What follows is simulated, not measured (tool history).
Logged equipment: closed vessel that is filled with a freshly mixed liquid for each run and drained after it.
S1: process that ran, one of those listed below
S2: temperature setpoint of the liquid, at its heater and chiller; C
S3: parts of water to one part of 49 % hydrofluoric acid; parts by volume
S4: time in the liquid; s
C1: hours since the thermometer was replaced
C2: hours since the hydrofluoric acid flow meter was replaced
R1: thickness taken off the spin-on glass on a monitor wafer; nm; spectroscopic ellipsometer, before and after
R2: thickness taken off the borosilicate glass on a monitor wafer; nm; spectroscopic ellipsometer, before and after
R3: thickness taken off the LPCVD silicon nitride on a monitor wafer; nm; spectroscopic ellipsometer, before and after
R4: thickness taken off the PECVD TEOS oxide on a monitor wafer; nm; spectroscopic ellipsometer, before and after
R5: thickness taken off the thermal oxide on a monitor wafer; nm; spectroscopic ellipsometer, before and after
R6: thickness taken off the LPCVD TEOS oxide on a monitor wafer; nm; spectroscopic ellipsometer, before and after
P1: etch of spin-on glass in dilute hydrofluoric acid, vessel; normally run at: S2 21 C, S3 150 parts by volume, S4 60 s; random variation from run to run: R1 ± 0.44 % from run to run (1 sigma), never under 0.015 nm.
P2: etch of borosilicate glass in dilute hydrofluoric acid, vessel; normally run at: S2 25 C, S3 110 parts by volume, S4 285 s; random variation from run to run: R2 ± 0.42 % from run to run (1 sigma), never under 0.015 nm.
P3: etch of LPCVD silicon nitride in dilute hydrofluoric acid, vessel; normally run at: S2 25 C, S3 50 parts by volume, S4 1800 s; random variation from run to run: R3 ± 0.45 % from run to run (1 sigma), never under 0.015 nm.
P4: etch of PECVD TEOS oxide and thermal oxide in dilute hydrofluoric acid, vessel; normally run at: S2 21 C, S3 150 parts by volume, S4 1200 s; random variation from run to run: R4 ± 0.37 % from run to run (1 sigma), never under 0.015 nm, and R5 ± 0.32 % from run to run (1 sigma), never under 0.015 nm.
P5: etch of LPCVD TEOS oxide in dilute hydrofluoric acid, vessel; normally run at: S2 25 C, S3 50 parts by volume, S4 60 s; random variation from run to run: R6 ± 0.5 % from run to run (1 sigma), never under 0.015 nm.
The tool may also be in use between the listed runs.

run 1 day=0.321 | S1=P1 S2=21 S3=150 S4=60 | C1=898.3 C2=910.5 | R1=12.792
run 2 day=0.608 | S1=P2 S2=25 S3=30 S4=285 | C1=905.2 C2=917.4 | R2=194.68
run 3 day=0.896 | S1=P3 S2=25 S3=50 S4=1800 | C1=912.1 C2=924.3 | R3=19.694
run 4 day=1.396 | S1=P3 S2=25 S3=50 S4=3300 | C1=924.1 C2=936.3 | R3=36.168
run 5 day=1.929 | S1=P1 S2=21 S3=150 S4=60 | C1=936.9 C2=949.1 | R1=12.751
run 6 day=2.429 | S1=P4 S2=21 S3=150 S4=1200 | C1=948.9 C2=961.1 | R4=58.151 R5=32.978
run 7 day=2.883 | S1=P5 S2=25 S3=20 S4=60 | C1=959.8 C2=972 | R6=63.898
run 8 day=3.188 | S1=P1 S2=21 S3=210 S4=60 | C1=967.1 C2=979.3 | R1=8.5263
run 9 day=3.633 | S1=P1 S2=25 S3=150 S4=60 | C1=977.8 C2=990 | R1=14.9
run 10 day=3.892 | S1=P3 S2=19 S3=50 S4=1800 | C1=984 C2=996.2 | R3=13.104
run 11 day=4.4 | S1=P4 S2=27.5 S3=150 S4=1200 | C1=996.2 C2=1008.4 | R4=74.21 R5=42.419
run 12 day=4.938 | S1=P4 S2=21 S3=150 S4=1200 | C1=1009.1 C2=1021.3 | R4=57.779 R5=32.803
run 13 day=5.417 | S1=P1 S2=21 S3=150 S4=60 | C1=1020.6 C2=1032.8 | R1=12.774
run 14 day=5.721 | S1=P1 S2=21 S3=85 S4=60 | C1=1027.9 C2=1040.1 | R1=24.133
run 15 day=6.221 | S1=P1 S2=21 S3=150 S4=60 | C1=1039.9 C2=1052.1 | R1=12.768
run 16 day=6.533 | S1=P2 S2=18 S3=110 S4=285 | C1=1047.4 C2=1059.6 | R2=36.099
run 17 day=6.896 | S1=P5 S2=32.5 S3=50 S4=60 | C1=1056.1 C2=1068.3 | R6=33.415
run 18 day=7.342 | S1=P1 S2=21 S3=150 S4=110 | C1=1066.8 C2=1079 | R1=23.378
run 19 day=7.667 | S1=P1 S2=21 S3=150 S4=60 | C1=1074.6 C2=1086.8 | R1=12.651
run 20 day=8.025 | S1=P4 S2=21 S3=55 S4=1200 | C1=1083.2 C2=1095.4 | R4=177.01 R5=100.58
run 21 day=8.35 | S1=P1 S2=17.5 S3=150 S4=105 | C1=1091 C2=1103.2 | R1=19.425
run 22 day=8.817 | S1=P1 S2=21 S3=150 S4=60 | C1=1102.2 C2=1114.4 | R1=12.759
run 23 day=9.329 | S1=P1 S2=24.5 S3=150 S4=110 | C1=1114.5 C2=1126.7 | R1=26.609
run 24 day=9.858 | S1=P3 S2=25 S3=90 S4=1800 | C1=1127.2 C2=1139.4 | R3=11.093
run 25 day=10.138 | S1=P1 S2=17 S3=150 S4=30 | C1=1133.9 C2=1146.1 | R1=5.4164
run 26 day=10.517 | S1=P5 S2=25 S3=50 S4=100 | C1=1143 C2=1155.2 | R6=41.535
run 27 day=10.792 | S1=P4 S2=21 S3=150 S4=220 | C1=1149.6 C2=1161.8 | R4=10.683 R5=6.0614
run 28 day=11.3 | S1=P5 S2=25 S3=50 S4=60 | C1=1161.8 C2=1174 | R6=24.837
run 29 day=11.638 | S1=P1 S2=17 S3=150 S4=60 | C1=1169.9 C2=1182.1 | R1=10.87
run 30 day=11.917 | S1=P1 S2=21 S3=150 S4=60 | C1=1176.6 C2=1188.8 | R1=12.742
run 31 day=12.271 | S1=P2 S2=25 S3=110 S4=285 | C1=1185.1 C2=1197.3 | R2=47.838
run 32 day=12.762 | S1=P1 S2=21 S3=150 S4=30 | C1=1196.9 C2=1209.1 | R1=6.3692
run 33 day=13.075 | S1=P2 S2=25 S3=110 S4=30 | C1=1204.4 C2=1216.6 | R2=5.0381
run 34 day=13.6 | S1=P1 S2=21 S3=150 S4=60 | C1=1217 C2=1229.2 | R1=12.681
run 35 day=14.012 | S1=P1 S2=21 S3=150 S4=60 | C1=1226.9 C2=1239.1 | R1=12.194
run 36 day=14.258 | S1=P1 S2=21 S3=150 S4=60 | C1=1232.8 C2=1245 | R1=11.884
run 37 day=14.588 | S1=P1 S2=21 S3=150 S4=60 | C1=1240.7 C2=1252.9 | R1=11.822
run 38 day=14.879 | S1=P1 S2=21 S3=150 S4=60 | C1=1247.7 C2=1259.9 | R1=11.66
run 39 day=15.288 | S1=P1 S2=21 S3=150 S4=60 | C1=1257.5 C2=1269.7 | R1=11.595
run 40 day=15.646 | S1=P1 S2=21 S3=150 S4=60 | C1=1266.1 C2=1278.3 | R1=11.711

Something has made what P1 gives creep away from where it was; the 2 causes below, each at its own stated size, fit the log equally well:
A: hydrofluoric acid flow below the setpoint (%) = 7.21
B: liquid colder than its thermometer reads (K) = 2.19
The gradual shift began around day 13.6.

Question marks stand in for the results of the 4 check runs listed below, each run on one wafer. Under which run would the listed causes show clearly different results?
run check 1 day=16.004 | S1=P2 S2=19 S3=110 S4=165 | R2=?
run check 2 day=16.004 | S1=P3 S2=25 S3=80 S4=3085 | R3=?
run check 3 day=16.004 | S1=P4 S2=25 S3=150 S4=440 | R4=? R5=?
run check 4 day=16.004 | S1=P5 S2=32.5 S3=50 S4=60 | R6=?

Predicted outcomes, by check and by cause:
check=check_1 result=R2 if_A=19.939 if_B=19.797
check=check_2 result=R3 if_A=19.808 if_B=18.436
check=check_3 result=R4 if_A=22.774 if_B=22.879
check=check_3 result=R5 if_A=12.92 if_B=12.98
check=check_4 result=R6 if_A=30.694 if_B=30.58
Per-check spread between the two closest causes, in the result where they differ most: check 1 0.71 %; check 2 7.17 %; check 3 0.46 %; check 4 0.37 %
Of the check runs offered, only check 2 discriminates between the causes; the rest would read about the same regardless of which cause applies.

After running check 2, the following was obtained: R3 18.502 nm. Which cause does this point to?

The correct cause is B, namely: liquid colder than its thermometer reads (K).

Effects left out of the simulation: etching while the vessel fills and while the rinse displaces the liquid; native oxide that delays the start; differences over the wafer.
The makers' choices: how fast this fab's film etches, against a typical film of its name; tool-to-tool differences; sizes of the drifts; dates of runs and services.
